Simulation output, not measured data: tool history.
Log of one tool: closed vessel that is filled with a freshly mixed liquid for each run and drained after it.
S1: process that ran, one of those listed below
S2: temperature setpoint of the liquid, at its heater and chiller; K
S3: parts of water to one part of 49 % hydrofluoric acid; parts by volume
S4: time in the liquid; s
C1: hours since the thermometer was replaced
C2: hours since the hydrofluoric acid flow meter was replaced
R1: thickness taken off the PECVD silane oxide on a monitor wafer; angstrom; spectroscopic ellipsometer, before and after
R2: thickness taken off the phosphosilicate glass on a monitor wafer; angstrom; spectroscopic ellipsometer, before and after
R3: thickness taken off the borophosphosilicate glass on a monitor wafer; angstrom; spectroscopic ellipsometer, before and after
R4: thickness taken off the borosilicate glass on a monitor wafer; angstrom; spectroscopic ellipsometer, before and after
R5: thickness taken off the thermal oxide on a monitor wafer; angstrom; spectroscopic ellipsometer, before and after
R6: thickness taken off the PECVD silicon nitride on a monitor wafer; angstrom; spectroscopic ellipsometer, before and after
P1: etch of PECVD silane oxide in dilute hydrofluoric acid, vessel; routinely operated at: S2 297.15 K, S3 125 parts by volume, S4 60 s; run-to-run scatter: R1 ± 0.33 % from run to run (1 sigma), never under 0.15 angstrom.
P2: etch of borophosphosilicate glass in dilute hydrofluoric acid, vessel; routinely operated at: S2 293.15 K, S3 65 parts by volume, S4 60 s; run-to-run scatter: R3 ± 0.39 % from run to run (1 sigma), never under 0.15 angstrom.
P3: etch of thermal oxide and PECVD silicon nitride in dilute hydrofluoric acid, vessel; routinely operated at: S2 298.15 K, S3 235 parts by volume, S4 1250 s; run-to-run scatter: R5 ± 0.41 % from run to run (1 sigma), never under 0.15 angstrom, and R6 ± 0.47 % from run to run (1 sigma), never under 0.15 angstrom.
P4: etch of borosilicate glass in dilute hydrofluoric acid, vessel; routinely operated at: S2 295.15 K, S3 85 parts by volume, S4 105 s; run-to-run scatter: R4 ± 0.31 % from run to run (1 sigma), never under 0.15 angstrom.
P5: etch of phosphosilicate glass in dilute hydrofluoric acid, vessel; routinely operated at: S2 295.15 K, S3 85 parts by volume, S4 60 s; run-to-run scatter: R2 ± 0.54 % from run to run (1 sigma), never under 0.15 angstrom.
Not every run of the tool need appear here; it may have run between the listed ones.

run,day,S1,S2,S3,S4,C1,C2,R1,R2,R3,R4,R5,R6
1,0.317,P1,297.15,125,60,441.4,840.1,112.1,,,,,
2,0.5,P5,295.15,85,60,445.8,844.5,,844.79,,,,
3,0.658,P1,297.15,125,60,449.6,848.3,112.95,,,,,
4,0.812,P2,293.15,65,60,453.3,852,,,339.55,,,
5,0.992,P4,295.15,145,105,457.6,856.3,,,,148.65,,
6,1.288,P2,298.65,65,60,464.7,863.4,,,429.88,,,
7,1.612,P3,298.15,45,1250,472.5,871.2,,,,,1542.1,516.21
8,1.946,P4,302.65,85,105,480.5,879.2,,,,364.71,,
9,2.3,P2,293.15,115,60,489,887.7,,,182.92,,,
10,2.608,P1,297.15,125,60,496.4,895.1,112.8,,,,,
11,2.904,P1,297.15,55,95,503.5,902.2,442.14,,,,,
12,3.242,P3,298.15,235,1250,511.6,910.3,,,,,235.7,99.625
13,3.592,P4,295.15,85,210,520,918.7,,,,540.01,,
14,3.838,P1,297.15,125,95,525.9,924.6,177.98,,,,,
15,4.158,P5,295.15,145,60,533.6,932.3,,463.49,,,,
16,4.317,P1,297.15,125,60,537.4,936.1,112.89,,,,,
17,4.567,P1,297.15,125,60,543.4,942.1,112.66,,,,,
18,4.75,P3,298.15,235,560,547.8,946.5,,,,,106.22,44.351
19,4.975,P5,295.15,85,30,553.2,951.9,,421.56,,,,
20,5.275,P1,297.15,125,30,560.4,959.1,56.325,,,,,
21,5.583,P5,290.15,85,60,567.8,966.5,,685.69,,,,
22,5.925,P2,293.15,65,60,576,974.7,,,339.14,,,
23,6.254,P4,295.15,85,105,583.9,982.6,,,,271.53,,
24,6.588,P5,295.15,85,60,591.9,990.6,,852.15,,,,
25,6.933,P1,297.15,125,60,600.2,998.9,112.9,,,,,
26,7.229,P2,293.15,65,30,607.3,1006,,,170.87,,,
27,7.467,P1,297.15,125,60,613,1011.7,112.14,,,,,
28,7.762,P1,301.15,125,60,620.1,1018.8,130.77,,,,,
29,7.954,P1,297.15,30,60,624.7,1023.4,529.37,,,,,
30,8.217,P3,290.15,235,1250,631,1029.7,,,,,174.6,59.869
31,8.433,P1,297.15,200,60,636.2,1034.9,64.736,,,,,
32,8.65,P1,291.65,125,60,641.4,1040.1,90.256,,,,,
33,8.867,P1,297.15,125,60,646.6,1045.3,112.35,,,,,
34,9.071,P1,297.15,125,60,651.5,1050.2,115.75,,,,,
35,9.329,P1,297.15,125,60,657.7,1056.4,118.57,,,,,
36,9.629,P1,297.15,125,60,664.9,1063.6,120.15,,,,,
37,9.946,P1,297.15,125,60,672.5,1071.2,121.56,,,,,
38,10.258,P1,297.15,125,60,680,1078.7,122.75,,,,,
39,10.508,P1,297.15,125,60,686,1084.7,122.41,,,,,
40,10.725,P1,297.15,125,60,691.2,1089.9,123.23,,,,,
41,11.025,P1,297.15,125,60,698.4,1097.1,123.47,,,,,
42,11.304,P1,297.15,125,60,705.1,1103.8,123.43,,,,,

P1 has crept away from where it was. The log is fitted equally well by each of these 2 causes, at the sizes shown:
A: liquid hotter than its thermometer reads (K) = 2.42
B: hydrofluoric acid flow above the setpoint (%) = 8.47
The process output started creeping at around day 8.867.

Each of the 4 check runs below uses one wafer; its results are left as question marks. Which run tells the causes apart?
check 1,11.583,P5,295.15,135,40,,,,?,,,,
check 2,11.583,P3,291.15,75,1250,,,,,,,?,?
check 3,11.583,P4,302.15,85,105,,,,,,?,,
check 4,11.583,P2,293.15,110,30,,,,,?,,,

Check results expected under each cause:
check,result,if A,if B
check 1,R2,367.67,367.26
check 2,R5,737.28,727.14
check 2,R6,227.9,208.62
check 3,R4,392.18,391.8
check 4,R3,105.33,104.61
Per-check spread between the two closest causes, in the result where they differ most: check 1 0.11 %; check 2 8.84 %; check 3 0.1 %; check 4 0.68 %
Check 2 distinguishes between the causes, while the remaining checks would return nearly the same result for all of them.

Running check 2 produced the following: R5 726.45 angstrom; R6 208.52 angstrom. Which one of the listed causes fits?

The correct cause is B, namely: hydrofluoric acid flow above the setpoint (%).

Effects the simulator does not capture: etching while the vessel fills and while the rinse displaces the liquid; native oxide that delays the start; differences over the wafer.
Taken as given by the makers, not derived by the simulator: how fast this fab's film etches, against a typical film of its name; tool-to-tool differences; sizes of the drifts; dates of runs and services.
